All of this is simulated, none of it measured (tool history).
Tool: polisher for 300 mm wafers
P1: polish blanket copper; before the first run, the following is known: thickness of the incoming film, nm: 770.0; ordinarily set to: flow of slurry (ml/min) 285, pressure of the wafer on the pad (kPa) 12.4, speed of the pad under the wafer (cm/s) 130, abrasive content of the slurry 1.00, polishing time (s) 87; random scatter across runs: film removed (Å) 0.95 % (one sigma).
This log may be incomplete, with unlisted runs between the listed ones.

run	day	flow of slurry (ml/min)	pressure of the wafer on the pad (kPa)	speed of the pad under the wafer (cm/s)	abrasive content of the slurry	polishing time (s)	wafers polished on this pad	hours since the slurry nozzle was cleaned	hours since the head pressure was calibrated	hours since the slurry blender was calibrated	film removed (Å)
1	0.350	285	12.4	130	1.00	87	338	336.3	810.7	230.5	1715.10
2	0.671	285	12.4	130	0.65	87	393	344.0	818.4	238.2	1610.90
3	0.908	285	12.4	130	1.00	87	434	349.7	824.1	243.9	1719.30
4	1.158	170	12.4	130	1.00	87	476	355.7	830.1	249.9	1644.10
5	1.500	285	12.4	130	1.00	59	535	363.9	838.3	258.1	1178.10
6	1.754	410	12.4	130	1.00	87	578	370.0	844.4	264.2	1789.00
7	1.975	285	12.4	72	1.00	87	616	375.3	849.7	269.5	971.01
8	2.346	285	12.4	130	1.00	120	679	384.2	858.6	278.4	2424.00
9	2.604	285	12.4	130	1.00	87	723	390.4	864.8	284.6	1724.60
10	2.962	285	6.9	130	1.00	87	784	399.0	873.4	293.2	967.78
11	3.250	390	12.4	130	1.00	128	833	405.9	880.3	300.1	2609.20
12	3.538	285	6.9	130	1.00	109	882	412.8	887.2	307.0	1185.50
13	3.862	285	12.4	130	1.00	87	938	420.6	895.0	314.8	1738.80
14	4.146	285	12.4	130	1.50	87	986	427.4	901.8	321.6	1893.20
15	4.500	285	12.4	130	1.00	87	1047	435.9	910.3	330.1	1733.20
16	4.700	285	18.6	130	1.00	87	1081	440.7	915.1	334.9	2604.10
17	4.929	285	12.4	176	1.00	87	1120	446.2	920.6	340.4	2344.70
18	5.271	285	12.4	130	1.00	87	1178	454.4	928.8	348.6	1727.00
19	5.496	285	12.4	130	1.00	87	1217	459.8	934.2	354.0	1679.40
20	5.858	285	12.4	130	1.00	87	1279	468.5	942.9	362.7	1701.30
21	6.042	285	12.4	130	1.00	87	1310	472.9	947.3	367.1	1665.60
# day 6.092: slurry blender recalibrated
# day 6.300: worn pad replaced by a new one
22	6.371	285	12.4	130	1.00	87	12	480.8	955.2	6.7	1651.40
23	6.675	285	12.4	130	1.00	87	64	488.1	962.5	14.0	1658.30
24	6.975	285	12.4	130	1.00	87	115	495.3	969.7	21.2	1642.00
25	7.154	285	12.4	130	1.00	87	146	499.6	974.0	25.5	1653.70

The output of P1 has drifted from where it used to be. Each of the 2 causes below, taken at the size shown beside it, accounts for the log equally well:
A: head's pressure below its setpoint, % = 4.94
B: slurry flow missing at the pad, % = 35.4
The gradual shift began around day 5.271.
What rules out each remaining cause:
removal rate lost through wear of the pad, %: maintenance at day 6.300, after the shift began, did not return the process to its former output
abrasive missing from the slurry, %: maintenance at day 6.092, after the shift began, did not return the process to its former output

Each of the check runs listed below is run on 5 wafers and reports their average, with the results left as question marks. Pick the one under which the possible causes would lead to clearly different results.
check 1	7.333	285	12.4	130	1.00	120					?
check 2	7.333	170	18.6	130	1.00	87					?
check 3	7.333	285	9.0	130	1.00	87					?
check 4	7.333	285	7.6	130	1.25	87					?

If the cause were each of the candidates in turn, the checks would give the following:
check	result	if A	if B
check 1	film removed (Å)	2279.90	2280.00
check 2	film removed (Å)	2329.60	2257.90
check 3	film removed (Å)	1193.80	1193.80
check 4	film removed (Å)	1060.30	1060.30
How far apart the two closest causes lie, in the result that separates them most: check 1 0 %; check 2 3.13 %; check 3 0 %; check 4 0 %
Of the check runs offered, only check 2 discriminates between the causes; the rest would read about the same regardless of which cause applies.

With check 2 done, the readings were: film removed (Å) 2325.50. Identify which of the listed causes applies.

It is A: head's pressure below its setpoint, %.
